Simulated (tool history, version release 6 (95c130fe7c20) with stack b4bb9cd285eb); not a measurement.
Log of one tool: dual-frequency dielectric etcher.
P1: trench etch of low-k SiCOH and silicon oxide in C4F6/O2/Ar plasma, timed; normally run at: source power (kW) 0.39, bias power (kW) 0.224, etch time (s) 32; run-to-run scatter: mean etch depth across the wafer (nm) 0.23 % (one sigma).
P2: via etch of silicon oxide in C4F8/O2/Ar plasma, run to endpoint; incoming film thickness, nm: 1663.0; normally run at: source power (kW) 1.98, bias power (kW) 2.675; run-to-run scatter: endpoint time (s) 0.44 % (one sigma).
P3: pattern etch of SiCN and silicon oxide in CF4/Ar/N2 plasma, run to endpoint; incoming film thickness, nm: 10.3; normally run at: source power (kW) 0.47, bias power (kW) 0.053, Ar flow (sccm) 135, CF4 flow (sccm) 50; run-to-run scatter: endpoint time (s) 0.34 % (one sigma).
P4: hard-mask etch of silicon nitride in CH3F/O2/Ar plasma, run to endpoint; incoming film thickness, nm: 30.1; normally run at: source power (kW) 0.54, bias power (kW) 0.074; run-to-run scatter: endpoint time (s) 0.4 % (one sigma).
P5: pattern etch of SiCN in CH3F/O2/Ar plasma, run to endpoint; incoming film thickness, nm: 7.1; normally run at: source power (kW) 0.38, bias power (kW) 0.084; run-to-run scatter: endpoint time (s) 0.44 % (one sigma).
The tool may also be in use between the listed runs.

run	day	process that ran	source power (kW)	bias power (kW)	etch time (s)	Ar flow (sccm)	CF4 flow (sccm)	mean etch depth across the wafer (nm)	endpoint time (s)
1	0.158	P1	0.39	0.224	32			105.5	
2	0.321	P3	0.47	0.053		135	50		14.293
3	0.529	P1	0.24	0.224	32			87.552	
4	0.821	P4	0.54	0.074					38.23
5	1.112	P3	0.47	0.053		135	50		14.312
6	1.408	P1	0.39	0.309	43			158.18	
7	1.546	P1	0.39	0.289	32			115.04	
8	1.688	P1	0.39	0.224	42			138.17	
9	1.888	P2	1.98	2.018					317.65
10	2.175	P5	0.38	0.084					18.74
11	2.358	P1	0.24	0.288	32			95.636	
12	2.646	P1	0.39	0.224	32			105.24	
13	2.804	P3	0.47	0.053		82	50		13.09
14	3.004	P5	0.38	0.11					17.043
15	3.238	P2	1.98	2.675					293.07
16	3.5	P1	0.48	0.166	32			103.49	
17	3.758	P1	0.39	0.143	32			91.462	
18	4.054	P1	0.39	0.224	32			105.7	
19	4.292	P2	2.36	2.675					271.93
20	4.496	P1	0.39	0.224	32			105.35	
21	4.712	P5	0.29	0.084					20.924
22	4.883	P2	1.98	2.675					291.78
23	5.175	P1	0.39	0.224	32			105.61	
24	5.317	P3	0.47	0.073		135	50		12.773
25	5.5	P3	0.47	0.053		135	33		15.469
# day 5.558: wet clean of the chamber
26	5.783	P1	0.39	0.224	24			79.321	
27	5.996	P4	0.67	0.074					34.934
28	6.142	P4	0.54	0.049					43.497
29	6.317	P3	0.57	0.053		135	50		12.041
30	6.588	P1	0.54	0.224	32			119.44	
31	6.8	P1	0.39	0.224	32			105.6	
32	6.975	P1	0.39	0.224	32			104.68	
33	7.212	P1	0.39	0.224	32			104.46	
# day 7.425: wet clean of the chamber
34	7.467	P1	0.39	0.224	32			103.99	
35	7.629	P1	0.39	0.224	32			103.79	
36	7.775	P1	0.39	0.224	32			103.66	
37	7.925	P1	0.39	0.224	32			103.45	

What P1 gives has crept away from where it was. These 2 causes fit the log equally well, each at the size given:
A: bias power that arrives under what is set, % = 4.83
B: source power that arrives under what is set, % = 4.16
The creep began at about day 6.8.
Why every other cause is out:
chamber walls in a state that lowers the etch rate, %: serviced at day 7.425, which brought nothing back

4 check runs are offered, each on 2 wafers whose results are averaged, their results left as question marks. Which one tells the causes apart?
check 1	8.075	P2	1.98	2.675					?
check 2	8.075	P5	0.38	0.084					?
check 3	8.075	P4	0.54	0.074					?
check 4	8.075	P3	0.47	0.053		135	50		?

What each check would give under each cause:
check	result	if A	if B
check 1	endpoint time (s)	296.82	297.33
check 2	endpoint time (s)	19.171	19.128
check 3	endpoint time (s)	38.782	38.767
check 4	endpoint time (s)	14.57	14.864
How far apart the two closest causes lie, in the result that separates them most: check 1 0.17 %; check 2 0.22 %; check 3 0.04 %; check 4 2 %
Only check 4 tells the causes apart: in the others they would give nearly the same result.

Then check 4 was run and gave: endpoint time (s) 14.597. Which cause is it?

It is A: bias power that arrives under what is set, %.
